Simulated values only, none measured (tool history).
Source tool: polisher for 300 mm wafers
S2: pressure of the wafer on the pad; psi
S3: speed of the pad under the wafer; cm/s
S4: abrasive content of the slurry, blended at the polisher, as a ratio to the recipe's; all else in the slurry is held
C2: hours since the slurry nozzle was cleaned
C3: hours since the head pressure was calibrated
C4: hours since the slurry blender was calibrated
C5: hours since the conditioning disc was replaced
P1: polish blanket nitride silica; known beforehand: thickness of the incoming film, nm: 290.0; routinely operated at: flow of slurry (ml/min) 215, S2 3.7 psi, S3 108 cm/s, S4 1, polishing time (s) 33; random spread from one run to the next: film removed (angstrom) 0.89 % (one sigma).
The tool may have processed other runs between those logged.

run 1 day=0.233 | flow_of_slurry_(ml/min)=215 S2=3.7 S3=108 S4=1 polishing_time_(s)=33 | wafers_polished_on_this_pad=616 C2=372.1 C3=582.1 C4=134.6 C5=33.5 | film_removed_(angstrom)=229.64
run 2 day=0.425 | flow_of_slurry_(ml/min)=215 S2=3.7 S3=108 S4=1.35 polishing_time_(s)=33 | wafers_polished_on_this_pad=655 C2=376.7 C3=586.7 C4=139.2 C5=38.1 | film_removed_(angstrom)=261.75
run 3 day=0.604 | flow_of_slurry_(ml/min)=215 S2=3.7 S3=66 S4=1 polishing_time_(s)=33 | wafers_polished_on_this_pad=691 C2=381 C3=591 C4=143.5 C5=42.4 | film_removed_(angstrom)=154.35
run 4 day=0.796 | flow_of_slurry_(ml/min)=215 S2=5.8 S3=108 S4=1 polishing_time_(s)=33 | wafers_polished_on_this_pad=729 C2=385.6 C3=595.6 C4=148.1 C5=47 | film_removed_(angstrom)=360.28
-- day=0.812 slurry nozzle cleaned
run 5 day=0.95 | flow_of_slurry_(ml/min)=215 S2=3.7 S3=108 S4=1 polishing_time_(s)=33 | wafers_polished_on_this_pad=760 C2=3.4 C3=599.3 C4=151.8 C5=50.7 | film_removed_(angstrom)=232.15
run 6 day=1.092 | flow_of_slurry_(ml/min)=215 S2=3.7 S3=108 S4=1.45 polishing_time_(s)=52 | wafers_polished_on_this_pad=789 C2=6.8 C3=602.7 C4=155.2 C5=54.1 | film_removed_(angstrom)=423.66
-- day=1.271 conditioning disc replaced and pad reconditioned
run 7 day=1.279 | flow_of_slurry_(ml/min)=215 S2=3.7 S3=170 S4=1 polishing_time_(s)=33 | wafers_polished_on_this_pad=827 C2=11.3 C3=607.2 C4=159.7 C5=0.2 | film_removed_(angstrom)=330.05
run 8 day=1.4 | flow_of_slurry_(ml/min)=215 S2=3.7 S3=108 S4=0.5 polishing_time_(s)=33 | wafers_polished_on_this_pad=851 C2=14.2 C3=610.1 C4=162.6 C5=3.1 | film_removed_(angstrom)=159.42
run 9 day=1.55 | flow_of_slurry_(ml/min)=215 S2=1.8 S3=108 S4=1 polishing_time_(s)=33 | wafers_polished_on_this_pad=881 C2=17.8 C3=613.7 C4=166.2 C5=6.7 | film_removed_(angstrom)=114.27
run 10 day=1.8 | flow_of_slurry_(ml/min)=280 S2=5.5 S3=108 S4=1 polishing_time_(s)=33 | wafers_polished_on_this_pad=932 C2=23.8 C3=619.7 C4=172.2 C5=12.7 | film_removed_(angstrom)=355.76
run 11 day=1.95 | flow_of_slurry_(ml/min)=215 S2=3.7 S3=108 S4=1 polishing_time_(s)=20 | wafers_polished_on_this_pad=962 C2=27.4 C3=623.3 C4=175.8 C5=16.3 | film_removed_(angstrom)=140.37
run 12 day=2.067 | flow_of_slurry_(ml/min)=340 S2=3.7 S3=108 S4=1 polishing_time_(s)=33 | wafers_polished_on_this_pad=985 C2=30.2 C3=626.1 C4=178.6 C5=19.1 | film_removed_(angstrom)=245.28
run 13 day=2.238 | flow_of_slurry_(ml/min)=215 S2=3.7 S3=108 S4=1 polishing_time_(s)=43 | wafers_polished_on_this_pad=1020 C2=34.3 C3=630.2 C4=182.7 C5=23.2 | film_removed_(angstrom)=301.07
run 14 day=2.475 | flow_of_slurry_(ml/min)=215 S2=3.7 S3=108 S4=1 polishing_time_(s)=33 | wafers_polished_on_this_pad=1068 C2=40 C3=635.9 C4=188.4 C5=28.9 | film_removed_(angstrom)=233.01
run 15 day=2.646 | flow_of_slurry_(ml/min)=130 S2=3.7 S3=108 S4=1 polishing_time_(s)=33 | wafers_polished_on_this_pad=1102 C2=44.1 C3=640 C4=192.5 C5=33 | film_removed_(angstrom)=210.28

For run 16, what comes out?
run 16 day=2.896 | flow_of_slurry_(ml/min)=215 S2=3.7 S3=108 S4=1 polishing_time_(s)=33 | wafers_polished_on_this_pad=1152 C2=50.1 C3=646 C4=198.5 C5=39 | film_removed_(angstrom)=?

film removed (angstrom): 230.7

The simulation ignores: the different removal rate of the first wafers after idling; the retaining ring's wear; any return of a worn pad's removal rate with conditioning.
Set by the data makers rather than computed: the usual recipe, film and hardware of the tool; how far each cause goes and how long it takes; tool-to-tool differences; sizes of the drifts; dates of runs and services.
